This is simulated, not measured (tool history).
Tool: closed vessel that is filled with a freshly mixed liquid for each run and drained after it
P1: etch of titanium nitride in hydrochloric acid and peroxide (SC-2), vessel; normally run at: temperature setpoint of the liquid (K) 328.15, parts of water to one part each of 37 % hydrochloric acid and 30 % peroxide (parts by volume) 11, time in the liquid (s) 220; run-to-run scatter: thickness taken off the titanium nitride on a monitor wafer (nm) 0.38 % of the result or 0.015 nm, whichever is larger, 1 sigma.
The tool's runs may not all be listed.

| run | hour | temperature setpoint of the liquid (K) | parts of water to one part each of 37 % hydrochloric acid and 30 % peroxide (parts by volume) | time in the liquid (s) | hours since the thermometer was replaced | hours since the chemicals flow meter was replaced | hours since the drum of peroxide was connected | thickness taken off the titanium nitride on a monitor wafer (nm) |
|---|---|---|---|---|---|---|---|---|
| 1 | 12.2 | 328.15 | 11 | 220 | 2086.6 | 1046.1 | 274.5 | 13.315 |
| 2 | 21 | 328.15 | 11 | 220 | 2095.4 | 1054.9 | 283.3 | 13.179 |
| 3 | 31.1 | 343.15 | 11 | 220 | 2105.5 | 1065 | 293.4 | 33.298 |
| 4 | 41.4 | 328.15 | 11 | 90 | 2115.8 | 1075.3 | 303.7 | 5.3868 |
|  | 52.2 | new drum of peroxide connected |
| 5 | 55.3 | 317.15 | 11 | 405 | 2129.7 | 1089.2 | 3.1 | 11.648 |
| 6 | 62.9 | 339.15 | 4 | 220 | 2137.3 | 1096.8 | 10.7 | 57.22 |
| 7 | 73.6 | 328.15 | 11 | 220 | 2148 | 1107.5 | 21.4 | 13.27 |
| 8 | 87.2 | 328.15 | 19.5 | 220 | 2161.6 | 1121.1 | 35 | 8.0004 |
| 9 | 94.2 | 312.65 | 11 | 220 | 2168.6 | 1128.1 | 42 | 4.5893 |
| 10 | 107.7 | 328.15 | 11 | 410 | 2182.1 | 1141.6 | 55.5 | 24.541 |
| 11 | 116 | 328.15 | 4 | 220 | 2190.4 | 1149.9 | 63.8 | 28.743 |
| 12 | 127.4 | 328.15 | 11 | 220 | 2201.8 | 1161.3 | 75.2 | 13.268 |
| 13 | 135.5 | 328.15 | 11 | 220 | 2209.9 | 1169.4 | 83.3 | 13.262 |
| 14 | 145.8 | 328.15 | 11 | 220 | 2220.2 | 1179.7 | 93.6 | 13.642 |
| 15 | 157.8 | 328.15 | 11 | 220 | 2232.2 | 1191.7 | 105.6 | 13.963 |
| 16 | 165.6 | 328.15 | 11 | 220 | 2240 | 1199.5 | 113.4 | 13.994 |
| 17 | 180.5 | 328.15 | 11 | 220 | 2254.9 | 1214.4 | 128.3 | 14.314 |
| 18 | 190.8 | 328.15 | 11 | 220 | 2265.2 | 1224.7 | 138.6 | 14.255 |
| 19 | 203 | 328.15 | 11 | 220 | 2277.4 | 1236.9 | 150.8 | 14.342 |
| 20 | 209.7 | 328.15 | 11 | 220 | 2284.1 | 1243.6 | 157.5 | 14.403 |

The next listed run, before its measurement:
| 21 | 218.2 | 328.15 | 11 | 220 | 2292.6 | 1252.1 | 166 | ? |

thickness taken off the titanium nitride on a monitor wafer (nm): 14.39
